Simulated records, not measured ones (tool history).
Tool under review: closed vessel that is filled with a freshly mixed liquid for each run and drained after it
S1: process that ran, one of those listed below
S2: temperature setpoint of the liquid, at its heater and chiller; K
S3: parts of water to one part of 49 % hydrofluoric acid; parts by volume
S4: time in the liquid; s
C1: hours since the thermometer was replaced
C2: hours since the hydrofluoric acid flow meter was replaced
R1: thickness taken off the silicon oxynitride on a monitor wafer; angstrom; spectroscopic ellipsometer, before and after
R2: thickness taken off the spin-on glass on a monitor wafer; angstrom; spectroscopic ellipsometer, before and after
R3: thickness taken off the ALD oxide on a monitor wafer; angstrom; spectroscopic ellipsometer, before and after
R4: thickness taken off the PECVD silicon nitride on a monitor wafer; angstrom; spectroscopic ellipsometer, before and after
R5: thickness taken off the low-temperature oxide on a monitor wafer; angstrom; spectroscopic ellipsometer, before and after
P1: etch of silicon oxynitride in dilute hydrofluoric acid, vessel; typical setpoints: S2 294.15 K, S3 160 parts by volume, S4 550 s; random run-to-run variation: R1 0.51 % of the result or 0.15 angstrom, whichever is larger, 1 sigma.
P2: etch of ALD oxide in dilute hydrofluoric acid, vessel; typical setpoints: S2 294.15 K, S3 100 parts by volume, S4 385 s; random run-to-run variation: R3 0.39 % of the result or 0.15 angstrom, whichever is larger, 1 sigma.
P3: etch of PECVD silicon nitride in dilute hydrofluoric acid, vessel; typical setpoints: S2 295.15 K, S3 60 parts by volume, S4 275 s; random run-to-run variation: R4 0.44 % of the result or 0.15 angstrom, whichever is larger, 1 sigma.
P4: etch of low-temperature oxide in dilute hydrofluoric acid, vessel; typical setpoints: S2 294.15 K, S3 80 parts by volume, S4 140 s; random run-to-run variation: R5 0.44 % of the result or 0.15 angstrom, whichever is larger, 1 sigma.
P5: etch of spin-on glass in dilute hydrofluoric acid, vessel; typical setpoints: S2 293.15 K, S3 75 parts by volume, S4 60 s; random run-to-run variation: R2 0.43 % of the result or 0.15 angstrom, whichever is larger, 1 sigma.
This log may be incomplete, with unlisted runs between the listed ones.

{"run": 1, "hour": 14.0, "S1": "P1", "S2": 294.15, "S3": 160, "S4": 550, "C1": 416.1, "C2": 411.2, "R1": 122.89}
{"run": 2, "hour": 25.3, "S1": "P1", "S2": 298.65, "S3": 160, "S4": 550, "C1": 427.4, "C2": 422.5, "R1": 150.17}
{"run": 3, "hour": 32.0, "S1": "P5", "S2": 293.15, "S3": 20, "S4": 60, "C1": 434.1, "C2": 429.2, "R2": 1921.6}
{"run": 4, "hour": 43.4, "S1": "P1", "S2": 294.15, "S3": 160, "S4": 550, "C1": 445.5, "C2": 440.6, "R1": 123.63}
{"run": 5, "hour": 53.2, "S1": "P5", "S2": 293.15, "S3": 75, "S4": 60, "C1": 455.3, "C2": 450.4, "R2": 480.73}
{"run": 6, "hour": 62.3, "S1": "P1", "S2": 294.15, "S3": 160, "S4": 550, "C1": 464.4, "C2": 459.5, "R1": 123.05}
{"run": 7, "hour": 71.3, "S1": "P2", "S2": 294.15, "S3": 100, "S4": 385, "C1": 473.4, "C2": 468.5, "R3": 334.39}
{"run": 8, "hour": 81.0, "S1": "P3", "S2": 295.15, "S3": 60, "S4": 275, "C1": 483.1, "C2": 478.2, "R4": 203.92}
{"run": 9, "hour": 91.0, "S1": "P1", "S2": 294.15, "S3": 235, "S4": 550, "C1": 493.1, "C2": 488.2, "R1": 79.886}
{"run": 10, "hour": 104.2, "S1": "P4", "S2": 294.15, "S3": 80, "S4": 230, "C1": 506.3, "C2": 501.4, "R5": 359.68}
{"run": 11, "hour": 112.5, "S1": "P1", "S2": 294.15, "S3": 160, "S4": 965, "C1": 514.6, "C2": 509.7, "R1": 215.3}
{"run": 12, "hour": 121.7, "S1": "P3", "S2": 295.15, "S3": 20, "S4": 275, "C1": 523.8, "C2": 518.9, "R4": 587.76}
{"run": 13, "hour": 136.9, "S1": "P2", "S2": 290.15, "S3": 100, "S4": 385, "C1": 539.0, "C2": 534.1, "R3": 283.62}
{"run": 14, "hour": 151.3, "S1": "P1", "S2": 294.15, "S3": 160, "S4": 550, "C1": 553.4, "C2": 548.5, "R1": 122.97}
{"run": 15, "hour": 160.6, "S1": "P5", "S2": 300.65, "S3": 75, "S4": 60, "C1": 562.7, "C2": 557.8, "R2": 659.89}
{"run": 16, "hour": 171.8, "S1": "P3", "S2": 295.15, "S3": 60, "S4": 275, "C1": 573.9, "C2": 569.0, "R4": 202.4}
{"run": 17, "hour": 178.9, "S1": "P5", "S2": 293.15, "S3": 75, "S4": 30, "C1": 581.0, "C2": 576.1, "R2": 243.8}
{"hour": 189.8, "done": "hydrofluoric acid flow meter replaced"}
{"run": 18, "hour": 193.8, "S1": "P3", "S2": 295.15, "S3": 60, "S4": 450, "C1": 595.9, "C2": 4.0, "R4": 335.07}
{"run": 19, "hour": 201.6, "S1": "P1", "S2": 294.15, "S3": 160, "S4": 85, "C1": 603.7, "C2": 11.8, "R1": 18.924}
{"run": 20, "hour": 212.2, "S1": "P1", "S2": 294.15, "S3": 100, "S4": 550, "C1": 614.3, "C2": 22.4, "R1": 204.47}
{"run": 21, "hour": 219.8, "S1": "P4", "S2": 294.15, "S3": 80, "S4": 140, "C1": 621.9, "C2": 30.0, "R5": 220.17}
{"run": 22, "hour": 235.2, "S1": "P4", "S2": 294.15, "S3": 145, "S4": 140, "C1": 637.3, "C2": 45.4, "R5": 112.45}
{"run": 23, "hour": 244.1, "S1": "P1", "S2": 290.15, "S3": 35, "S4": 550, "C1": 646.2, "C2": 54.3, "R1": 497.69}
{"run": 24, "hour": 256.9, "S1": "P4", "S2": 298.15, "S3": 80, "S4": 140, "C1": 659.0, "C2": 67.1, "R5": 259.78}
{"run": 25, "hour": 267.3, "S1": "P2", "S2": 294.15, "S3": 150, "S4": 385, "C1": 669.4, "C2": 77.5, "R3": 210.96}
{"run": 26, "hour": 274.3, "S1": "P1", "S2": 294.15, "S3": 160, "S4": 550, "C1": 676.4, "C2": 84.5, "R1": 121.38}
{"run": 27, "hour": 284.7, "S1": "P3", "S2": 301.65, "S3": 60, "S4": 275, "C1": 686.8, "C2": 94.9, "R4": 315.24}
{"run": 28, "hour": 299.2, "S1": "P1", "S2": 294.15, "S3": 160, "S4": 550, "C1": 701.3, "C2": 109.4, "R1": 121.65}
{"run": 29, "hour": 309.0, "S1": "P1", "S2": 290.15, "S3": 275, "S4": 550, "C1": 711.1, "C2": 119.2, "R1": 55.428}
{"run": 30, "hour": 323.5, "S1": "P2", "S2": 294.15, "S3": 100, "S4": 730, "C1": 725.6, "C2": 133.7, "R3": 634.2}
{"run": 31, "hour": 335.7, "S1": "P1", "S2": 290.15, "S3": 160, "S4": 550, "C1": 737.8, "C2": 145.9, "R1": 101.18}
{"run": 32, "hour": 350.3, "S1": "P1", "S2": 294.15, "S3": 160, "S4": 550, "C1": 752.4, "C2": 160.5, "R1": 123.71}
{"run": 33, "hour": 363.0, "S1": "P1", "S2": 294.15, "S3": 160, "S4": 550, "C1": 765.1, "C2": 173.2, "R1": 120.35}
{"run": 34, "hour": 370.1, "S1": "P1", "S2": 294.15, "S3": 160, "S4": 550, "C1": 772.2, "C2": 180.3, "R1": 119.29}
{"run": 35, "hour": 382.0, "S1": "P1", "S2": 294.15, "S3": 160, "S4": 550, "C1": 784.1, "C2": 192.2, "R1": 117.54}
{"run": 36, "hour": 389.9, "S1": "P1", "S2": 294.15, "S3": 160, "S4": 550, "C1": 792.0, "C2": 200.1, "R1": 116.7}
{"run": 37, "hour": 402.3, "S1": "P1", "S2": 294.15, "S3": 160, "S4": 550, "C1": 804.4, "C2": 212.5, "R1": 116.53}
{"run": 38, "hour": 416.8, "S1": "P1", "S2": 294.15, "S3": 160, "S4": 550, "C1": 818.9, "C2": 227.0, "R1": 115.42}
{"run": 39, "hour": 426.7, "S1": "P1", "S2": 294.15, "S3": 160, "S4": 550, "C1": 828.8, "C2": 236.9, "R1": 116.02}
{"run": 40, "hour": 438.5, "S1": "P1", "S2": 294.15, "S3": 160, "S4": 550, "C1": 840.6, "C2": 248.7, "R1": 114.86}
{"run": 41, "hour": 450.7, "S1": "P1", "S2": 294.15, "S3": 160, "S4": 550, "C1": 852.8, "C2": 260.9, "R1": 114.91}
{"run": 42, "hour": 466.0, "S1": "P1", "S2": 294.15, "S3": 160, "S4": 550, "C1": 868.1, "C2": 276.2, "R1": 114.62}
{"run": 43, "hour": 473.9, "S1": "P1", "S2": 294.15, "S3": 160, "S4": 550, "C1": 876.0, "C2": 284.1, "R1": 114.41}

P1 has crept away from where it was. The log is fitted equally well by each of these 2 causes, at the sizes shown:
A: liquid colder than its thermometer reads (K) = 1.46
B: hydrofluoric acid flow below the setpoint (%) = 5.99
The onset of the drift is placed at about hour 350.3.

4 check runs are offered, one wafer each, their results left as question marks. Which one tells the causes apart?
{"run": "check 1", "hour": 481.8, "S1": "P4", "S2": 294.15, "S3": 80, "S4": 140, "R5": "?"}
{"run": "check 2", "hour": 481.8, "S1": "P5", "S2": 293.15, "S3": 75, "S4": 60, "R2": "?"}
{"run": "check 3", "hour": 481.8, "S1": "P2", "S2": 294.15, "S3": 100, "S4": 385, "R3": "?"}
{"run": "check 4", "hour": 481.8, "S1": "P3", "S2": 295.15, "S3": 60, "S4": 275, "R4": "?"}

What every check run would give for each of its results, assuming each possible cause in turn:
check=check_1 result=R5 if_A=207.14 if_B=205.66
check=check_2 result=R2 if_A=454.34 if_B=451.64
check=check_3 result=R3 if_A=315.44 if_B=312.55
check=check_4 result=R4 if_A=184.41 if_B=191.88
Gap, in per cent, between the two causes that each check separates least, read from the result that separates them most: check 1 0.72 %; check 2 0.6 %; check 3 0.92 %; check 4 3.97 %
The causes can be told apart only by check 4. The other checks would give nearly the same results under each of them.

Then check 4 was run and gave: R4 185.07 angstrom. Which cause is it?

It was cause A: liquid colder than its thermometer reads (K).
